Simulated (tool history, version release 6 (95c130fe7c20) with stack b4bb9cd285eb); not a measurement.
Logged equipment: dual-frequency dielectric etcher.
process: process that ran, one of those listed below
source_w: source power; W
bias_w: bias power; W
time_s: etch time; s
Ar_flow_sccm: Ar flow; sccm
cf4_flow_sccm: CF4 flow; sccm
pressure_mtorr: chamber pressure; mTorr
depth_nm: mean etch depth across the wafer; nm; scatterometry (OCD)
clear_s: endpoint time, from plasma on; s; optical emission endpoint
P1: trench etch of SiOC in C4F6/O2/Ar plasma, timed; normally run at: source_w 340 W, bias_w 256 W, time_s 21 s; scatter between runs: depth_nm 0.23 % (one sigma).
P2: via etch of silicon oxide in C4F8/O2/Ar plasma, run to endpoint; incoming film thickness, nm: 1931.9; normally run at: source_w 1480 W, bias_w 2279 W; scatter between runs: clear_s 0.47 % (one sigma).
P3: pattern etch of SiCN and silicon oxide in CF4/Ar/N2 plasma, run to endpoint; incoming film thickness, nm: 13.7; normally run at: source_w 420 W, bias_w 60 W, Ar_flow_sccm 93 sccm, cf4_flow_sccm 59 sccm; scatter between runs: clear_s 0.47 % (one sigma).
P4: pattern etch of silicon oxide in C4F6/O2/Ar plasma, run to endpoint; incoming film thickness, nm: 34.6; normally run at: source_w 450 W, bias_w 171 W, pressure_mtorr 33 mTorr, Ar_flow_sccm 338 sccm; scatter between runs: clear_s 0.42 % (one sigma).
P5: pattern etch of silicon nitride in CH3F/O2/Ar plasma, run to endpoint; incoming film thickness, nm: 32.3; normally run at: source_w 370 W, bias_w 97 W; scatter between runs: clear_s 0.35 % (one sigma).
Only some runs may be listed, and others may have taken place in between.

run   hour  process  source_w  bias_w  time_s  Ar_flow_sccm  cf4_flow_sccm  pressure_mtorr  hours since the last wet clean  hours since the last source power generator calibration  hours since the last bias power generator calibration  depth_nm  clear_s
  1    7.8       P1       340     256      21                                                                        189.6                                                   1418.9                                                 1716.2    46.112
  2   21.6       P1       410     188      21                                                                        203.4                                                   1432.7                                                   1730    44.636
  3   30.4       P1       260     256      21                                                                        212.2                                                   1441.5                                                 1738.8    41.494
  4   38.4       P3       420      60                    93             83                                           220.2                                                   1449.5                                                 1746.8             16.868
  5   48.9       P1       410     256      21                                                                        230.7                                                     1460                                                 1757.3    49.349
  6   61.5       P1       340     256      21                                                                        243.3                                                   1472.6                                                 1769.9    45.712
  7   70.4       P1       340     256      21                                                                        252.2                                                   1481.5                                                 1778.8    45.867
  8   79.7       P4       450     171                   448                             33                           261.5                                                   1490.8                                                 1788.1             10.862
  9   93.3       P1       340     344      21                                                                        275.1                                                   1504.4                                                 1801.7    51.082
 10  107.4       P5       370     132                                                                                289.2                                                   1518.5                                                 1815.8             38.138
 11  116.9       P1       340     256      21                                                                        298.7                                                     1528                                                 1825.3     46.04
 12  131.6       P3       420      60                    93             59                                           313.4                                                   1542.7                                                   1840             17.741
 13  141.7       P3       310      60                    93             59                                           323.5                                                   1552.8                                                 1850.1             23.537
 14  149.3       P1       340     256    12.5                                                                        331.1                                                   1560.4                                                 1857.7    27.347
 15  156.2       P3       420      60                    93             59                                             338                                                   1567.3                                                 1864.6             17.863
 16    166       P3       420      46                    93             59                                           347.8                                                   1577.1                                                 1874.4             19.345
 17  177.1       P5       440      97                                                                                358.9                                                   1588.2                                                 1885.5             40.146
 18  185.8       P5       370      97                                                                                367.6                                                   1596.9                                                 1894.2             42.551
 19  197.1       P4       560     171                   338                             33                           378.9                                                   1608.2                                                 1905.5             9.6197
 20  205.9       P1       340     191      21                                                                        387.7                                                     1617                                                 1914.3    41.682
 21  217.3       P1       430     172      21                                                                        399.1                                                   1628.4                                                 1925.7    43.934
 22  229.2       P5       370      97                                                                                  411                                                   1640.3                                                 1937.6              42.79
 23  236.6       P1       340     256      32                                                                        418.4                                                   1647.7                                                   1945    70.106
 24    246       P2      1480    2279                                                                                427.8                                                   1657.1                                                 1954.4             410.69
 25  257.8       P2      1480    2773                                                                                439.6                                                   1668.9                                                 1966.2             389.92
 26  264.4       P4       450     226                   338                             33                           446.2                                                   1675.5                                                 1972.8             9.5649
 27    278       P1       340     256      21                                                                        459.8                                                   1689.1                                                 1986.4      46.1
 28  291.3       P3       420      60                    73             59                                           473.1                                                   1702.4                                                 1999.7             17.281
 29  301.6       P2      1210    2279                                                                                483.4                                                   1712.7                                                   2010             447.59
 30  313.4       P1       340     338      29                                                                        495.2                                                   1724.5                                                 2021.8    69.832
 31  326.5       P1       340     256      21                                                                        508.3                                                   1737.6                                                 2034.9    46.014
 32  333.5       P4       450     171                   338                           44.5                           515.3                                                   1744.6                                                 2041.9             10.889
 33  347.7       P4       450     171                   338                             33                           529.5                                                   1758.8                                                 2056.1             10.528
 34  357.3       P1       340     256      21                                                                        539.1                                                   1768.4                                                 2065.7     45.93
 35  372.2       P1       340     256      21                                                                          554                                                   1783.3                                                 2080.6    46.034
 36  380.3       P1       340     256      21                                                                        562.1                                                   1791.4                                                 2088.7    46.261
 37  391.9       P1       340     256      21                                                                        573.7                                                     1803                                                 2100.3    46.431
 38  404.7       P1       340     256      21                                                                        586.5                                                   1815.8                                                 2113.1    46.482
 39  413.8       P1       340     256      21                                                                        595.6                                                   1824.9                                                 2122.2    46.571
 40    428       P1       340     256      21                                                                        609.8                                                   1839.1                                                 2136.4    46.671
 41  441.4       P1       340     256      21                                                                        623.2                                                   1852.5                                                 2149.8    46.584
     448.1  -- wet clean of the chamber
 42  454.4       P1       340     256      21                                                                          6.4                                                   1865.5                                                 2162.8    46.544
 43  465.6       P1       340     256      21                                                                         17.6                                                   1876.7                                                   2174    46.633
 44  473.9       P1       340     256      21                                                                         25.9                                                     1885                                                 2182.3    46.709

Something has made what P1 gives creep away from where it was; the 2 causes below, each at its own stated size, fit the log equally well:
A: bias power that arrives over what is set, % = 4.73
B: source power that arrives over what is set, % = 4.27
At approximately hour 372.2, the process output began to creep.
The rest of the possible causes, and what rules out each one:
chamber walls in a state that raises the etch rate, %: work on it at hour 448.1, done after the drift set in, did not restore what the process gave before

Each of the check runs listed below is run on 3 wafers and reports their average, with the results left as question marks. Pick the one under which the possible causes would lead to clearly different results.
check 1  482.2       P3       420      60                    93             59                                                                                                                                                                                  ?
check 2  482.2       P5       370      97                                                                                                                                                                                                                       ?
check 3  482.2       P2      1480    2279                                                                                                                                                                                                                       ?
check 4  482.2       P4       450     171                   338                             33                                                                                                                                                                  ?

What every check run would give for each of its results, assuming each possible cause in turn:
  check   result    if A    if B
check 1  clear_s  17.623  17.246
check 2  clear_s  42.033  42.094
check 3  clear_s  406.52   405.5
check 4  clear_s  10.377  10.357
Per check, the gap between the least separated pair of causes, taken in the result that splits them most: check 1 2.16 %; check 2 0.14 %; check 3 0.25 %; check 4 0.2 %
Check 1 is the one run that separates the causes; every other check would come out nearly the same whichever cause is at work.

Check 1 was carried out, with these results: clear_s 17.642 s. Which of the listed causes is responsible?

It was cause A: bias power that arrives over what is set, %.

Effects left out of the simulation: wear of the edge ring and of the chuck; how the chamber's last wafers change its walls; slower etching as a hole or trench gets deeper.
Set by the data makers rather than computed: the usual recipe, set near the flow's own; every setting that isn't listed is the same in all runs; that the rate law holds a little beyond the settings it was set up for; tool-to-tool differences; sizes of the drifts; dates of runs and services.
